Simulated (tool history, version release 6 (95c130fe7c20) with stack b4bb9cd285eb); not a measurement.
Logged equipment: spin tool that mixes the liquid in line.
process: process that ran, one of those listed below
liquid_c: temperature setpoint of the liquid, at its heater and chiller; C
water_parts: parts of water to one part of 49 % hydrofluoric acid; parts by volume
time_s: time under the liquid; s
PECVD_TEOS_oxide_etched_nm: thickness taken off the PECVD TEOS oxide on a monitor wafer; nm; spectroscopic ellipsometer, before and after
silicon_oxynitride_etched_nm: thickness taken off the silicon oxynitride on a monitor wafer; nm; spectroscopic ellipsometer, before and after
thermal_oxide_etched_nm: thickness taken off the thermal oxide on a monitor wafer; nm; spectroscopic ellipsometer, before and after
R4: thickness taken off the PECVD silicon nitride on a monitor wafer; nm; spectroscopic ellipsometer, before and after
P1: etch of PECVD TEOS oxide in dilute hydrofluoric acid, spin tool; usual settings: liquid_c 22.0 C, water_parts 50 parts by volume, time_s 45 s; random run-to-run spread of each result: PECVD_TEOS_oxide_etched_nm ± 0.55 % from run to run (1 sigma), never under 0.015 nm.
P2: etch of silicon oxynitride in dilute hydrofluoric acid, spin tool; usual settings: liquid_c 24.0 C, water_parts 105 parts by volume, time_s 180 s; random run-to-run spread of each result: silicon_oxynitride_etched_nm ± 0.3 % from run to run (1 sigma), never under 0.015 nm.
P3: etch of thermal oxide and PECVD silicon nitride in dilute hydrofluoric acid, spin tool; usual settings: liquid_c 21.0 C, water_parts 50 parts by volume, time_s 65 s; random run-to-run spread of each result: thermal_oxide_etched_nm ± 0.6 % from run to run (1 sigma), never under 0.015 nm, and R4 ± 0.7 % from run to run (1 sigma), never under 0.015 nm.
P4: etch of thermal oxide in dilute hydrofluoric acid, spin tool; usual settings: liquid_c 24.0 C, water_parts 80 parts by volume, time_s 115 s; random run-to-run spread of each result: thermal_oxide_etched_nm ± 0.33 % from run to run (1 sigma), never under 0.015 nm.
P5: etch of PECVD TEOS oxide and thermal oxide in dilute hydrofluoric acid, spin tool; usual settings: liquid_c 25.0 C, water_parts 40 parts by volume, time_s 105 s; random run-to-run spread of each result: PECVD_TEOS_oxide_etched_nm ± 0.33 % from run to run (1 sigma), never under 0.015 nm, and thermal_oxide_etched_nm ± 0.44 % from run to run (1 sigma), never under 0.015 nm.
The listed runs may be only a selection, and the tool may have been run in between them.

run 1 day=0.546 | process=P1 liquid_c=22.0 water_parts=50 time_s=45 | PECVD_TEOS_oxide_etched_nm=16.9250
run 2 day=0.842 | process=P2 liquid_c=24.0 water_parts=105 time_s=180 | silicon_oxynitride_etched_nm=8.1971
run 3 day=1.296 | process=P5 liquid_c=20.0 water_parts=40 time_s=105 | PECVD_TEOS_oxide_etched_nm=39.3180 thermal_oxide_etched_nm=11.64500
run 4 day=1.671 | process=P1 liquid_c=22.0 water_parts=50 time_s=45 | PECVD_TEOS_oxide_etched_nm=16.9700
run 5 day=1.921 | process=P5 liquid_c=25.0 water_parts=40 time_s=105 | PECVD_TEOS_oxide_etched_nm=48.5400 thermal_oxide_etched_nm=14.50300
run 6 day=2.200 | process=P1 liquid_c=22.0 water_parts=50 time_s=15 | PECVD_TEOS_oxide_etched_nm=5.6292
run 7 day=2.658 | process=P1 liquid_c=22.0 water_parts=50 time_s=80 | PECVD_TEOS_oxide_etched_nm=30.0700
run 8 day=3.046 | process=P4 liquid_c=24.0 water_parts=80 time_s=115 | thermal_oxide_etched_nm=7.12520
run 9 day=3.367 | process=P2 liquid_c=24.0 water_parts=105 time_s=310 | silicon_oxynitride_etched_nm=14.0990
run 10 day=3.704 | process=P4 liquid_c=24.0 water_parts=40 time_s=115 | thermal_oxide_etched_nm=14.93900
run 11 day=3.958 | process=P3 liquid_c=21.0 water_parts=70 time_s=65 | thermal_oxide_etched_nm=3.89480 R4=2.7325
run 12 day=4.396 | process=P2 liquid_c=24.0 water_parts=175 time_s=180 | silicon_oxynitride_etched_nm=4.6215
run 13 day=4.858 | process=P1 liquid_c=22.0 water_parts=50 time_s=45 | PECVD_TEOS_oxide_etched_nm=17.0030
run 14 day=5.358 | process=P3 liquid_c=17.0 water_parts=50 time_s=65 | thermal_oxide_etched_nm=4.69310 R4=2.9458
run 15 day=5.646 | process=P1 liquid_c=22.0 water_parts=50 time_s=45 | PECVD_TEOS_oxide_etched_nm=16.8740
run 16 day=5.971 | process=P3 liquid_c=21.0 water_parts=50 time_s=65 | thermal_oxide_etched_nm=5.57950 R4=3.7953
run 17 day=6.346 | process=P1 liquid_c=26.5 water_parts=50 time_s=45 | PECVD_TEOS_oxide_etched_nm=20.4120
run 18 day=6.675 | process=P1 liquid_c=22.0 water_parts=20 time_s=65 | PECVD_TEOS_oxide_etched_nm=63.7760
run 19 day=7.012 | process=P1 liquid_c=22.0 water_parts=20 time_s=15 | PECVD_TEOS_oxide_etched_nm=14.5900
run 20 day=7.346 | process=P5 liquid_c=25.0 water_parts=55 time_s=105 | PECVD_TEOS_oxide_etched_nm=34.5020 thermal_oxide_etched_nm=10.19000
run 21 day=7.621 | process=P1 liquid_c=22.0 water_parts=85 time_s=45 | PECVD_TEOS_oxide_etched_nm=9.4619
run 22 day=7.954 | process=P1 liquid_c=17.5 water_parts=50 time_s=45 | PECVD_TEOS_oxide_etched_nm=13.9220
run 23 day=8.442 | process=P2 liquid_c=17.0 water_parts=105 time_s=180 | silicon_oxynitride_etched_nm=5.7865
run 24 day=8.925 | process=P1 liquid_c=22.0 water_parts=50 time_s=45 | PECVD_TEOS_oxide_etched_nm=16.9600
run 25 day=9.217 | process=P3 liquid_c=21.0 water_parts=50 time_s=20 | thermal_oxide_etched_nm=1.70030 R4=1.1619
run 26 day=9.733 | process=P5 liquid_c=25.0 water_parts=40 time_s=160 | PECVD_TEOS_oxide_etched_nm=73.8900 thermal_oxide_etched_nm=21.94800
run 27 day=10.200 | process=P4 liquid_c=24.0 water_parts=80 time_s=115 | thermal_oxide_etched_nm=7.08560
run 28 day=10.667 | process=P3 liquid_c=21.0 water_parts=50 time_s=65 | thermal_oxide_etched_nm=5.55030 R4=3.8363
run 29 day=11.188 | process=P4 liquid_c=17.0 water_parts=80 time_s=115 | thermal_oxide_etched_nm=5.31410
run 30 day=11.517 | process=P1 liquid_c=22.0 water_parts=20 time_s=45 | PECVD_TEOS_oxide_etched_nm=44.1770
run 31 day=11.975 | process=P1 liquid_c=22.0 water_parts=50 time_s=45 | PECVD_TEOS_oxide_etched_nm=16.8230
run 32 day=12.242 | process=P1 liquid_c=22.0 water_parts=50 time_s=45 | PECVD_TEOS_oxide_etched_nm=16.8270
run 33 day=12.742 | process=P4 liquid_c=24.0 water_parts=80 time_s=15 | thermal_oxide_etched_nm=0.93899
run 34 day=13.029 | process=P1 liquid_c=22.0 water_parts=50 time_s=45 | PECVD_TEOS_oxide_etched_nm=16.8370
run 35 day=13.333 | process=P1 liquid_c=22.0 water_parts=50 time_s=45 | PECVD_TEOS_oxide_etched_nm=16.7200
run 36 day=13.871 | process=P1 liquid_c=22.0 water_parts=50 time_s=45 | PECVD_TEOS_oxide_etched_nm=16.1290
run 37 day=14.242 | process=P1 liquid_c=22.0 water_parts=50 time_s=45 | PECVD_TEOS_oxide_etched_nm=16.1120
run 38 day=14.704 | process=P1 liquid_c=22.0 water_parts=50 time_s=45 | PECVD_TEOS_oxide_etched_nm=15.7900
run 39 day=15.146 | process=P1 liquid_c=22.0 water_parts=50 time_s=45 | PECVD_TEOS_oxide_etched_nm=15.7930
run 40 day=15.462 | process=P1 liquid_c=22.0 water_parts=50 time_s=45 | PECVD_TEOS_oxide_etched_nm=15.5860
run 41 day=15.779 | process=P1 liquid_c=22.0 water_parts=50 time_s=45 | PECVD_TEOS_oxide_etched_nm=15.7830
run 42 day=16.275 | process=P1 liquid_c=22.0 water_parts=50 time_s=45 | PECVD_TEOS_oxide_etched_nm=15.5690
run 43 day=16.571 | process=P1 liquid_c=22.0 water_parts=50 time_s=45 | PECVD_TEOS_oxide_etched_nm=15.6710
run 44 day=17.021 | process=P1 liquid_c=22.0 water_parts=50 time_s=45 | PECVD_TEOS_oxide_etched_nm=15.6890
run 45 day=17.538 | process=P1 liquid_c=22.0 water_parts=50 time_s=45 | PECVD_TEOS_oxide_etched_nm=15.4880

P1 no longer gives what it gave before; its output has crept away from where it was. The following 2 causes, each at its listed size, fit the log equally well:
A: liquid colder than its thermometer reads (K) = 1.91
B: hydrofluoric acid flow below the setpoint (%) = 7.24
Onset of the creep was near day 13.029.

4 check runs are offered, one wafer each, their results left as question marks. Which one tells the causes apart?
run check 1 day=18.054 | process=P3 liquid_c=21.0 water_parts=50 time_s=65 | thermal_oxide_etched_nm=? R4=?
run check 2 day=18.054 | process=P5 liquid_c=25.0 water_parts=40 time_s=105 | PECVD_TEOS_oxide_etched_nm=? thermal_oxide_etched_nm=?
run check 3 day=18.054 | process=P4 liquid_c=24.0 water_parts=80 time_s=115 | thermal_oxide_etched_nm=?
run check 4 day=18.054 | process=P2 liquid_c=24.0 water_parts=105 time_s=180 | silicon_oxynitride_etched_nm=?

If the cause were each of the candidates in turn, the checks would give the following:
check=check_1 result=thermal_oxide_etched_nm if_A=5.15810 if_B=5.16430
check=check_1 result=R4 if_A=3.3648 if_B=3.5710
check=check_2 result=PECVD_TEOS_oxide_etched_nm if_A=44.8420 if_B=44.8350
check=check_2 result=thermal_oxide_etched_nm if_A=13.32300 if_B=13.32100
check=check_3 result=thermal_oxide_etched_nm if_A=6.56950 if_B=6.53320
check=check_4 result=silicon_oxynitride_etched_nm if_A=7.4804 if_B=7.5461
Separation of the two closest causes in each check, using whichever result separates them best: check 1 5.95 %; check 2 0.02 %; check 3 0.55 %; check 4 0.88 %
The causes can be told apart only by check 1. The other checks would give nearly the same results under each of them.

Running check 1 produced the following: thermal_oxide_etched_nm 5.12730 nm; R4 3.6177 nm. Which one of the listed causes fits?

The cause is B: hydrofluoric acid flow below the setpoint (%).
